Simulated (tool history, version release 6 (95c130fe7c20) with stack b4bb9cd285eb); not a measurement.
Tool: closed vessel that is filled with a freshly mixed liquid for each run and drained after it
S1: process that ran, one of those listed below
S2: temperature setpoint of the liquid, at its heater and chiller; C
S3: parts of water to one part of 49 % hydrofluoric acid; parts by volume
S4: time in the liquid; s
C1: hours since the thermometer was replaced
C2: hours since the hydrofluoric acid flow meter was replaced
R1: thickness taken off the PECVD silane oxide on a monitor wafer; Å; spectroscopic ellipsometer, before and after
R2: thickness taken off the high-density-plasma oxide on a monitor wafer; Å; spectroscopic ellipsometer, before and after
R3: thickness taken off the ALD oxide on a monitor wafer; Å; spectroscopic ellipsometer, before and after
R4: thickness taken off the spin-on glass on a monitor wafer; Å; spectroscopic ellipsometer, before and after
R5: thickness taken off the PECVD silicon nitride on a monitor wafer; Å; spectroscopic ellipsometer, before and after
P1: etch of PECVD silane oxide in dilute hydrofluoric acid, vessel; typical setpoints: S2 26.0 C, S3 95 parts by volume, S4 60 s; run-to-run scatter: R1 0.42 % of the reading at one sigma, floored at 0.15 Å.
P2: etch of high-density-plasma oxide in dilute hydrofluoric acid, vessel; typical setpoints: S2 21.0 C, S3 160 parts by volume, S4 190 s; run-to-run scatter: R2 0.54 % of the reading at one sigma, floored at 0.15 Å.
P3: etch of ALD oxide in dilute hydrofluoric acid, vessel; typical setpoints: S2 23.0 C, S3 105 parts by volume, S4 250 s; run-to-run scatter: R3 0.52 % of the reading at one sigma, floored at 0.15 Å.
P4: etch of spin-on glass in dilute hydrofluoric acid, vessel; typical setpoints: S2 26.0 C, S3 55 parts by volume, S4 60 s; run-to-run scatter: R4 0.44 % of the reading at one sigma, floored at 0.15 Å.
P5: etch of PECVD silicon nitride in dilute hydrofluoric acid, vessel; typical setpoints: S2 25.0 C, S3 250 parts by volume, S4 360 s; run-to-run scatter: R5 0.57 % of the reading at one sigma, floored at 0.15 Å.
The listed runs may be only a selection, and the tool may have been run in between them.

run	day	S1	S2	S3	S4	C1	C2	R1	R2	R3	R4	R5
1	0.350	P1	26.0	95	60	817.2	381.3	298.34				
2	0.850	P2	21.0	160	190	829.2	393.3		50.408			
3	1.125	P3	23.0	165	250	835.8	399.9			297.840		
4	1.717	P1	26.0	95	95	850.0	414.1	471.16				
5	2.071	P1	26.0	25	60	858.5	422.6	1248.10				
6	2.679	P1	26.0	95	35	873.1	437.2	172.99				
7	3.283	P1	26.0	95	60	887.6	451.7	297.66				
8	3.812	P4	26.0	55	115	900.3	464.4				1005.80	
9	4.212	P2	21.0	160	295	909.9	474.0		77.698			
10	4.679	P1	22.0	165	60	921.1	485.2	135.81				
11	5.050	P4	26.0	30	60	930.0	494.1				996.32	
12	5.454	P1	26.0	95	60	939.7	503.8	298.80				
13	6.067	P1	26.0	140	60	954.4	518.5	189.58				
14	6.533	P4	26.0	55	60	965.6	529.7				521.62	
15	6.917	P1	32.5	95	60	974.8	538.9	379.52				
16	7.379	P2	21.0	225	190	985.9	550.0		33.193			
17	7.688	P1	26.0	95	60	993.3	557.4	297.16				
18	8.083	P1	19.0	95	105	1002.8	566.9	393.91				
19	8.633	P3	23.0	105	50	1016.0	580.1			99.454		
20	8.925	P5	25.0	250	150	1023.0	587.1					36.886
21	9.283	P2	26.5	160	190	1031.6	595.7		61.684			
22	9.883	P5	19.5	250	360	1046.0	610.1					63.704
23	10.325	P3	23.0	105	250	1056.6	620.7			502.560		
24	10.821	P4	21.5	55	60	1068.5	632.6				432.16	
25	11.329	P1	26.0	95	60	1080.7	644.8	295.81				
26	11.738	P3	28.0	105	250	1090.5	654.6			608.100		
27	12.358	P5	25.0	250	360	1105.4	669.5					90.347
28	12.854	P1	21.0	95	60	1117.3	681.4	243.69				
29	13.158	P5	25.0	110	360	1124.6	688.7					204.040
30	13.579	P4	26.0	55	60	1134.7	698.8				523.41	
31	13.912	P3	23.0	105	250	1142.7	706.8			499.710		
32	14.462	P1	26.0	95	60	1155.9	720.0	295.98				
33	14.775	P1	26.0	95	60	1163.4	727.5	290.53				
34	15.138	P1	26.0	95	60	1172.1	736.2	285.23				
35	15.712	P1	26.0	95	60	1185.9	750.0	279.97				
36	16.221	P1	26.0	95	60	1198.1	762.2	276.89				
37	16.771	P1	26.0	95	60	1211.3	775.4	274.75				
38	17.367	P1	26.0	95	60	1225.6	789.7	273.60				
39	17.754	P1	26.0	95	60	1234.9	799.0	272.37				
40	18.025	P1	26.0	95	60	1241.4	805.5	273.30				
41	18.554	P1	26.0	95	60	1254.1	818.2	271.99				

What P1 gives has crept off from where it sat before. The 2 causes that follow fit the log equally well, each at the size noted:
A: hydrofluoric acid flow below the setpoint (%) = 7.24
B: liquid colder than its thermometer reads (K) = 2.15
The creep began at about day 14.462.

Each of the 4 check runs below uses one wafer; its results are left as question marks. Which run tells the causes apart?
check 1	19.083	P3	23.0	105	250					?		
check 2	19.083	P2	21.0	160	190				?			
check 3	19.083	P5	25.0	250	360							?
check 4	19.083	P4	26.0	55	60						?	

Check results expected under each cause:
check	result	if A	if B
check 1	R3	457.960	457.230
check 2	R2	45.741	45.884
check 3	R5	83.587	78.819
check 4	R4	483.76	480.65
Distance between the nearest two causes, measured in the result of the check that separates them most: check 1 0.16 %; check 2 0.31 %; check 3 5.87 %; check 4 0.65 %
Check 3 tells the causes apart: in the others they would give nearly the same result.

After running check 3, the following was obtained: R5 83.216 Å. Which cause does this point to?

A is the cause: hydrofluoric acid flow below the setpoint (%).
